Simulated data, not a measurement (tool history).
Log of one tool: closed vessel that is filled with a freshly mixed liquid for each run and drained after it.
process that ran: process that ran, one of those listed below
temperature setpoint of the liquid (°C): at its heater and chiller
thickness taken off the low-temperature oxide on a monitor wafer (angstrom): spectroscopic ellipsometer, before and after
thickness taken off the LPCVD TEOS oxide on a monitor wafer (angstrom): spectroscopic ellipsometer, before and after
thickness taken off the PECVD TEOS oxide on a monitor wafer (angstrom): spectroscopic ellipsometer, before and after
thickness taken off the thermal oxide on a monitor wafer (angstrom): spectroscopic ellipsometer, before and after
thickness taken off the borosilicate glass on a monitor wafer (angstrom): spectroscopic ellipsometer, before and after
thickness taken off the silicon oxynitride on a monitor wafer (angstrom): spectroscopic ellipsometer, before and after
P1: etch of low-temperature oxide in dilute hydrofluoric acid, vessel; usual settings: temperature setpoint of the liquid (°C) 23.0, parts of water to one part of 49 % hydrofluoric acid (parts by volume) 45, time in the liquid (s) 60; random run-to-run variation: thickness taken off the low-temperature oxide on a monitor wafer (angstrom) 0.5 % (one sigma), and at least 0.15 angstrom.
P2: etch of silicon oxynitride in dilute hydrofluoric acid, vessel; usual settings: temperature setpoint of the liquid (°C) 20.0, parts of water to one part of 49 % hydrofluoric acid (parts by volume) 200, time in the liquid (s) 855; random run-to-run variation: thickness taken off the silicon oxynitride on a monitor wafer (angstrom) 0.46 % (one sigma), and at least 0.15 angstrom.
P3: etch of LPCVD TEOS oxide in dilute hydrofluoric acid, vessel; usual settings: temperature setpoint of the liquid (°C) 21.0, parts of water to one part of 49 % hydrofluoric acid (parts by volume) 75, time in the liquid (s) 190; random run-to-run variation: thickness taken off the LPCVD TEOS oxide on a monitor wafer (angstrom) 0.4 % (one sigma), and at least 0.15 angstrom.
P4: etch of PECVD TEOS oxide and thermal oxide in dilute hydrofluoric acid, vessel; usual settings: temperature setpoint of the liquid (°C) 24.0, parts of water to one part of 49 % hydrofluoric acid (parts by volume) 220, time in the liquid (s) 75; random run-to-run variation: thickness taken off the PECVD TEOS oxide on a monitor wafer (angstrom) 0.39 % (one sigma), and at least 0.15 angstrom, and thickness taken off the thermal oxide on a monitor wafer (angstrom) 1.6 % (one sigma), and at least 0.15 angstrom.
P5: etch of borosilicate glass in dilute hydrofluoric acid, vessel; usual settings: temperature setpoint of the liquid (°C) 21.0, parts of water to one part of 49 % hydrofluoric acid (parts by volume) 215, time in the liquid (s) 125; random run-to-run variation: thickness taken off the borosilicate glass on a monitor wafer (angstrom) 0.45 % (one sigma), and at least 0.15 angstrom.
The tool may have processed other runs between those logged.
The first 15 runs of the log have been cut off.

run   hour  process that ran  temperature setpoint of the liquid (°C)  parts of water to one part of 49 % hydrofluoric acid (parts by volume)  time in the liquid (s)  thickness taken off the low-temperature oxide on a monitor wafer (angstrom)  thickness taken off the LPCVD TEOS oxide on a monitor wafer (angstrom)  thickness taken off the PECVD TEOS oxide on a monitor wafer (angstrom)  thickness taken off the thermal oxide on a monitor wafer (angstrom)  thickness taken off the borosilicate glass on a monitor wafer (angstrom)  thickness taken off the silicon oxynitride on a monitor wafer (angstrom)
 16  105.9                P2                                     20.0                                                                     200                     855                                                                                                                                                                                                                                                                                                                                                                                                                                                134.20
 17  112.3                P1                                     23.0                                                                      45                      60                                                                       207.88
 18  118.7                P1                                     23.0                                                                      20                      30                                                                       244.52
 19  123.8                P4                                     24.0                                                                      35                      75                                                                                                                                                                                                                      521.850                                                             114.4500
 20  127.7                P5                                     21.0                                                                     215                     210                                                                                                                                                                                                                                                                                                                                                                      218.12
 21  131.6                P1                                     23.0                                                                      45                     100                                                                       346.49
 22  137.9                P1                                     23.0                                                                      20                      60                                                                       484.76
 23  146.0                P4                                     20.0                                                                     220                      75                                                                                                                                                                                                                       57.156                                                              12.2840
 24  151.5                P1                                     23.0                                                                      45                      60                                                                       208.47
 25  159.5                P1                                     23.0                                                                      45                      60                                                                       209.72
 26  166.4                P2                                     28.5                                                                     200                     855                                                                                                                                                                                                                                                                                                                                                                                                                                                195.64
 27  174.4                P1                                     23.0                                                                      45                      30                                                                       104.79
 28  181.6                P1                                     23.0                                                                      45                      60                                                                       206.88

Run 29, settings as shown, results not yet in. Your forecast:
 29  186.4                P5                                     27.5                                                                     215                     125                                                                                                                                                                                                                                                                                                                                                                           ?

thickness taken off the borosilicate glass on a monitor wafer (angstrom): 165.18

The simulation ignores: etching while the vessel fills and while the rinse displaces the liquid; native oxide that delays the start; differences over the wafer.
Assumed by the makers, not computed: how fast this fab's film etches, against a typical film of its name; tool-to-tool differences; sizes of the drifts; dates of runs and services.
